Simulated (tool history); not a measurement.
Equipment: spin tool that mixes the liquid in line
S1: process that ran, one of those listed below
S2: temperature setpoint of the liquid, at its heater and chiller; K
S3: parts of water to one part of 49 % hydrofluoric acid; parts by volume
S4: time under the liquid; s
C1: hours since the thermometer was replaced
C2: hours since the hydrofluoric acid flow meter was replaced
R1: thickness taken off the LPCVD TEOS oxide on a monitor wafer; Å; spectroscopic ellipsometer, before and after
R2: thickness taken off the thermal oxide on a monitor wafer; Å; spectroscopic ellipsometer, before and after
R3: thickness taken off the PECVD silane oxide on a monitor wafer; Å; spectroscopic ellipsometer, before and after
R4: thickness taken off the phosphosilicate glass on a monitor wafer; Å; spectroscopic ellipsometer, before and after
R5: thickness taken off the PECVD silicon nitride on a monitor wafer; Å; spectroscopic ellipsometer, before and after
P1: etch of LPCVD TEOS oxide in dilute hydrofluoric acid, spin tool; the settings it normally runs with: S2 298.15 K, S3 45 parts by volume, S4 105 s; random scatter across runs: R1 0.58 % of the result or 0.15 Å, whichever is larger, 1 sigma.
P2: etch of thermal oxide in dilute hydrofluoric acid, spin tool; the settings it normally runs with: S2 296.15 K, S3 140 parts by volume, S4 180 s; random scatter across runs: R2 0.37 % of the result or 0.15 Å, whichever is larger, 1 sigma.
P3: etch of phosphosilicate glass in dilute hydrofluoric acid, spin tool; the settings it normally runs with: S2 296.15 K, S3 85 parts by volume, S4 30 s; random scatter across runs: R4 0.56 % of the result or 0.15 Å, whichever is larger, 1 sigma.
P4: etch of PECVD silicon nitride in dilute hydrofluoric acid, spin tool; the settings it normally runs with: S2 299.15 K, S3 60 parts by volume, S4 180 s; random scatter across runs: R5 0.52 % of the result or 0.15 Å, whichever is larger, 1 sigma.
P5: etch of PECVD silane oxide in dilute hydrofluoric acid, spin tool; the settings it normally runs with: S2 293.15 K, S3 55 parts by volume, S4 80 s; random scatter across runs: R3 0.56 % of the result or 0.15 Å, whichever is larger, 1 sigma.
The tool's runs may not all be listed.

run,hour,S1,S2,S3,S4,C1,C2,R1,R2,R3,R4,R5
1,5.1,P1,298.15,45,105,212.8,1834.1,450.84,,,,
2,16,P2,296.15,140,65,223.7,1845,,20.534,,,
3,25.6,P1,298.15,45,105,233.3,1854.6,448.88,,,,
4,31.1,P1,298.15,45,25,238.8,1860.1,106.25,,,,
5,38.3,P2,296.15,140,180,246,1867.3,,56.795,,,
6,46.1,P5,293.15,55,80,253.8,1875.1,,,557.07,,
7,52,P1,301.65,45,105,259.7,1881,516.04,,,,
8,59.2,P5,290.15,55,80,266.9,1888.2,,,493.36,,
9,69.2,P1,298.15,20,105,276.9,1898.2,1054.5,,,,
10,79.7,P3,296.15,85,60,287.4,1908.7,,,,656.26,
11,84.5,P2,296.15,30,180,292.2,1913.5,,301.19,,,
12,94.7,P2,290.15,140,180,302.4,1923.7,,44.454,,,
13,104.5,P5,293.15,75,80,312.2,1933.5,,,397.72,,
14,111.7,P5,293.15,55,15,319.4,1940.7,,,104.65,,
15,119.4,P1,298.15,45,105,327.1,1948.4,447.02,,,,
16,129.5,P1,294.65,45,180,337.2,1958.5,662.42,,,,
17,137.8,P1,298.15,45,105,345.5,1966.8,447.68,,,,
18,146.9,P3,296.15,85,30,354.6,1975.9,,,,327.46,
19,155.9,P1,303.15,30,105,363.6,1984.9,836.75,,,,
20,166.4,P1,302.15,45,205,374.1,1995.4,1033.4,,,,
21,177.1,P1,298.15,45,105,384.8,2006.1,446.3,,,,
22,186.6,P1,298.15,75,105,394.3,2015.6,256.79,,,,
23,197.5,P1,298.15,45,105,405.2,2026.5,450.72,,,,
24,203.7,P4,299.15,100,180,411.4,2032.7,,,,,88.375
25,214,P1,294.15,45,105,421.7,2043,379.79,,,,
26,222.5,P4,299.15,60,180,430.2,2051.5,,,,,146.82
27,229.2,P1,298.15,45,105,436.9,2058.2,452.13,,,,
28,238.1,P3,290.15,85,30,445.8,2067.1,,,,254.03,
29,249,P3,296.15,20,30,456.7,2078,,,,1515.5,
30,254.4,P4,305.65,60,180,462.1,2083.4,,,,,222.54
31,262.2,P1,298.15,45,200,469.9,2091.2,851.63,,,,
32,271,P4,299.15,60,290,478.7,2100,,,,,236.78
33,281,P1,298.15,45,105,488.7,2110,447.09,,,,
34,287.2,P1,298.15,45,105,494.9,2116.2,457.94,,,,
35,297.5,P1,298.15,45,105,505.2,2126.5,471.58,,,,
36,306.5,P1,298.15,45,105,514.2,2135.5,470.94,,,,
37,312,P1,298.15,45,105,519.7,2141,477.32,,,,
38,321.3,P1,298.15,45,105,529,2150.3,474.09,,,,
39,328.2,P1,298.15,45,105,535.9,2157.2,479.64,,,,
40,333.9,P1,298.15,45,105,541.6,2162.9,478.66,,,,

What P1 gives has crept off from where it sat before. The 2 causes that follow fit the log equally well, each at the size noted:
A: liquid hotter than its thermometer reads (K) = 1.52
B: hydrofluoric acid flow above the setpoint (%) = 6.02
The creep began at about hour 281.

Question marks stand in for the results of the 4 check runs listed below, each run on one wafer. Under which run would the listed causes show clearly different results?
check 1,339.6,P4,299.15,95,260,,,,,,,?
check 2,339.6,P5,293.15,75,30,,,,,?,,
check 3,339.6,P2,296.15,35,180,,,,?,,,
check 4,339.6,P3,296.15,50,30,,,,,,?,

What each check would give under each cause:
check,result,if A,if B
check 1,R5,148.92,143.05
check 2,R3,159.58,159.64
check 3,R2,273.79,273.16
check 4,R4,619.08,618.76
Gap, in per cent, between the two causes that each check separates least, read from the result that separates them most: check 1 4.02 %; check 2 0.04 %; check 3 0.23 %; check 4 0.05 %
Only check 1 tells the causes apart: in the others they would give nearly the same result.

Check 1 was carried out, with these results: R5 142.36 Å. Which of the listed causes is responsible?

The correct cause is B, namely: hydrofluoric acid flow above the setpoint (%).
